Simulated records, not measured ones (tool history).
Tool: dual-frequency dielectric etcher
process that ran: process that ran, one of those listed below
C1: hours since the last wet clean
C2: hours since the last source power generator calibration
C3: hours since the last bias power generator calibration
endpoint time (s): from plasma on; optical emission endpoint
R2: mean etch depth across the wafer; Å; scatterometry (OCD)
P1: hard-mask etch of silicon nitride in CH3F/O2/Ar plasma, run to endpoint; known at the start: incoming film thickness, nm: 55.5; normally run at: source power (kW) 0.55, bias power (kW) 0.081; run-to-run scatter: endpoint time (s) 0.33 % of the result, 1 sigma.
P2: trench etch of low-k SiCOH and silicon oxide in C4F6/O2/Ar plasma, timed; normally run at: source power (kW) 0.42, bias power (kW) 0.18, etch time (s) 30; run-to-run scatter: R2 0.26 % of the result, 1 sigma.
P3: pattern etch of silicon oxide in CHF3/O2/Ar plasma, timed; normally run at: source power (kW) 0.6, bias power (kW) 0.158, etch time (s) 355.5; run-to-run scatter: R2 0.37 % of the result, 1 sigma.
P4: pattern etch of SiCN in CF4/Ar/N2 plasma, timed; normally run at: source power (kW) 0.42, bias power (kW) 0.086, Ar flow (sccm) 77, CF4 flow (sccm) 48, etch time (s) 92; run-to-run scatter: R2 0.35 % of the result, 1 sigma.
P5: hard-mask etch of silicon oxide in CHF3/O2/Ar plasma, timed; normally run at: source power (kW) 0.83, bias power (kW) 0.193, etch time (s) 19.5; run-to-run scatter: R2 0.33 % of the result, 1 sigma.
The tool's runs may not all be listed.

Run 1, day 0.288: process that ran P1, source power (kW) 0.55, bias power (kW) 0.081; C1 337.8; C2 1861.9; C3 1709.3. Result: endpoint time (s) 67.415.
Run 2, day 0.85: process that ran P1, source power (kW) 0.41, bias power (kW) 0.081; C1 351.3; C2 1875.4; C3 1722.8. Result: endpoint time (s) 75.53.
Run 3, day 1.154: process that ran P1, source power (kW) 0.55, bias power (kW) 0.081; C1 358.6; C2 1882.7; C3 1730.1. Result: endpoint time (s) 67.992.
Run 4, day 1.483: process that ran P5, source power (kW) 0.83, bias power (kW) 0.193, etch time (s) 19.5; C1 366.5; C2 1890.6; C3 1738. Result: R2 435.08 Å.
Run 5, day 1.942: process that ran P1, source power (kW) 0.55, bias power (kW) 0.097; C1 377.5; C2 1901.6; C3 1749. Result: endpoint time (s) 63.495.
Run 6, day 2.233: process that ran P4, source power (kW) 0.42, bias power (kW) 0.065, etch time (s) 92, Ar flow (sccm) 77, CF4 flow (sccm) 48; C1 384.5; C2 1908.6; C3 1756. Result: R2 706.51 Å.
Run 7, day 2.542: process that ran P1, source power (kW) 0.42, bias power (kW) 0.067; C1 391.9; C2 1916; C3 1763.4. Result: endpoint time (s) 79.739.
Run 8, day 2.896: process that ran P4, source power (kW) 0.59, bias power (kW) 0.086, etch time (s) 92, Ar flow (sccm) 77, CF4 flow (sccm) 48; C1 400.4; C2 1924.5; C3 1771.9. Result: R2 1053.7 Å.
Run 9, day 3.458: process that ran P5, source power (kW) 0.83, bias power (kW) 0.193, etch time (s) 26; C1 413.9; C2 1938; C3 1785.4. Result: R2 582.86 Å.
Run 10, day 3.921: process that ran P5, source power (kW) 1.17, bias power (kW) 0.193, etch time (s) 19.5; C1 425; C2 1949.1; C3 1796.5. Result: R2 496.91 Å.
Run 11, day 4.5: process that ran P4, source power (kW) 0.42, bias power (kW) 0.086, etch time (s) 130.5, Ar flow (sccm) 77, CF4 flow (sccm) 48; C1 438.9; C2 1963; C3 1810.4. Result: R2 1101.1 Å.
Run 12, day 4.912: process that ran P4, source power (kW) 0.42, bias power (kW) 0.086, etch time (s) 92, Ar flow (sccm) 77, CF4 flow (sccm) 37; C1 448.8; C2 1972.9; C3 1820.3. Result: R2 750.39 Å.
Run 13, day 5.408: process that ran P1, source power (kW) 0.76, bias power (kW) 0.108; C1 460.7; C2 1984.8; C3 1832.2. Result: endpoint time (s) 54.036.
Run 14, day 5.708: process that ran P5, source power (kW) 0.83, bias power (kW) 0.263, etch time (s) 19.5; C1 467.9; C2 1992; C3 1839.4. Result: R2 484.66 Å.
Run 15, day 6.229: process that ran P3, source power (kW) 0.73, bias power (kW) 0.158, etch time (s) 355.5; C1 480.4; C2 2004.5; C3 1851.9. Result: R2 7223.9 Å.
Run 16, day 6.783: process that ran P1, source power (kW) 0.55, bias power (kW) 0.081; C1 493.7; C2 2017.8; C3 1865.2. Result: endpoint time (s) 67.586.
Run 17, day 7.271: process that ran P3, source power (kW) 0.6, bias power (kW) 0.217, etch time (s) 355.5; C1 505.4; C2 2029.5; C3 1876.9. Result: R2 7470.5 Å.
Run 18, day 7.696: process that ran P1, source power (kW) 0.73, bias power (kW) 0.081; C1 515.6; C2 2039.7; C3 1887.1. Result: endpoint time (s) 60.472.
Run 19, day 8.312: process that ran P3, source power (kW) 0.6, bias power (kW) 0.158, etch time (s) 518; C1 530.4; C2 2054.5; C3 1901.9. Result: R2 9779.3 Å.
Run 20, day 8.708: process that ran P2, source power (kW) 0.42, bias power (kW) 0.18, etch time (s) 30; C1 539.9; C2 2064; C3 1911.4. Result: R2 939.9 Å.
Run 21, day 9.112: process that ran P2, source power (kW) 0.42, bias power (kW) 0.18, etch time (s) 43; C1 549.6; C2 2073.7; C3 1921.1. Result: R2 1349.1 Å.
Run 22, day 9.533: process that ran P1, source power (kW) 0.55, bias power (kW) 0.081; C1 559.7; C2 2083.8; C3 1931.2. Result: endpoint time (s) 67.445.
Run 23, day 9.838: process that ran P1, source power (kW) 0.55, bias power (kW) 0.081; C1 567; C2 2091.1; C3 1938.5. Result: endpoint time (s) 67.426.
At day 10.025: source power generator calibrated.
Run 24, day 10.154: process that ran P2, source power (kW) 0.42, bias power (kW) 0.232, etch time (s) 30; C1 574.6; C2 3.2; C3 1946.1. Result: R2 1025.6 Å.
Run 25, day 10.771: process that ran P3, source power (kW) 0.6, bias power (kW) 0.158, etch time (s) 355.5; C1 589.4; C2 18; C3 1960.9. Result: R2 6684.2 Å.
Run 26, day 11.258: process that ran P2, source power (kW) 0.31, bias power (kW) 0.18, etch time (s) 30; C1 601.1; C2 29.7; C3 1972.6. Result: R2 837.33 Å.
Run 27, day 11.583: process that ran P1, source power (kW) 0.55, bias power (kW) 0.065; C1 608.9; C2 37.5; C3 1980.4. Result: endpoint time (s) 72.467.
Run 28, day 12.204: process that ran P4, source power (kW) 0.42, bias power (kW) 0.086, etch time (s) 92, Ar flow (sccm) 77, CF4 flow (sccm) 48; C1 623.8; C2 52.4; C3 1995.3. Result: R2 780.96 Å.
Run 29, day 12.779: process that ran P4, source power (kW) 0.42, bias power (kW) 0.086, etch time (s) 92, Ar flow (sccm) 99, CF4 flow (sccm) 48; C1 637.6; C2 66.2; C3 2009.1. Result: R2 750.99 Å.
Run 30, day 13.225: process that ran P2, source power (kW) 0.42, bias power (kW) 0.18, etch time (s) 30; C1 648.3; C2 76.9; C3 2019.8. Result: R2 943.88 Å.
Run 31, day 13.671: process that ran P1, source power (kW) 0.55, bias power (kW) 0.081; C1 659; C2 87.6; C3 2030.5. Result: endpoint time (s) 68.095.
Run 32, day 14.088: process that ran P1, source power (kW) 0.55, bias power (kW) 0.081; C1 669; C2 97.6; C3 2040.5. Result: endpoint time (s) 67.715.
Run 33, day 14.617: process that ran P1, source power (kW) 0.55, bias power (kW) 0.081; C1 681.7; C2 110.3; C3 2053.2. Result: endpoint time (s) 68.22.
Run 34, day 15.238: process that ran P1, source power (kW) 0.55, bias power (kW) 0.081; C1 696.6; C2 125.2; C3 2068.1. Result: endpoint time (s) 68.117.
Run 35, day 15.696: process that ran P1, source power (kW) 0.55, bias power (kW) 0.081; C1 707.6; C2 136.2; C3 2079.1. Result: endpoint time (s) 68.224.
Run 36, day 16.304: process that ran P1, source power (kW) 0.55, bias power (kW) 0.081; C1 722.2; C2 150.8; C3 2093.7. Result: endpoint time (s) 68.117.
At day 16.567: wet clean of the chamber.
Run 37, day 16.592: process that ran P1, source power (kW) 0.55, bias power (kW) 0.081; C1 0.7; C2 157.7; C3 2100.6. Result: endpoint time (s) 68.929.
Run 38, day 17.229: process that ran P1, source power (kW) 0.55, bias power (kW) 0.081; C1 16; C2 173; C3 2115.9. Result: endpoint time (s) 68.612.

Run 39 comes next. What will it give?
Run 39, day 17.85: process that ran P1, source power (kW) 0.55, bias power (kW) 0.081; C1 30.9; C2 187.9; C3 2130.8. Result: endpoint time (s) ?.

Run 39 gave endpoint time (s) 68.408.

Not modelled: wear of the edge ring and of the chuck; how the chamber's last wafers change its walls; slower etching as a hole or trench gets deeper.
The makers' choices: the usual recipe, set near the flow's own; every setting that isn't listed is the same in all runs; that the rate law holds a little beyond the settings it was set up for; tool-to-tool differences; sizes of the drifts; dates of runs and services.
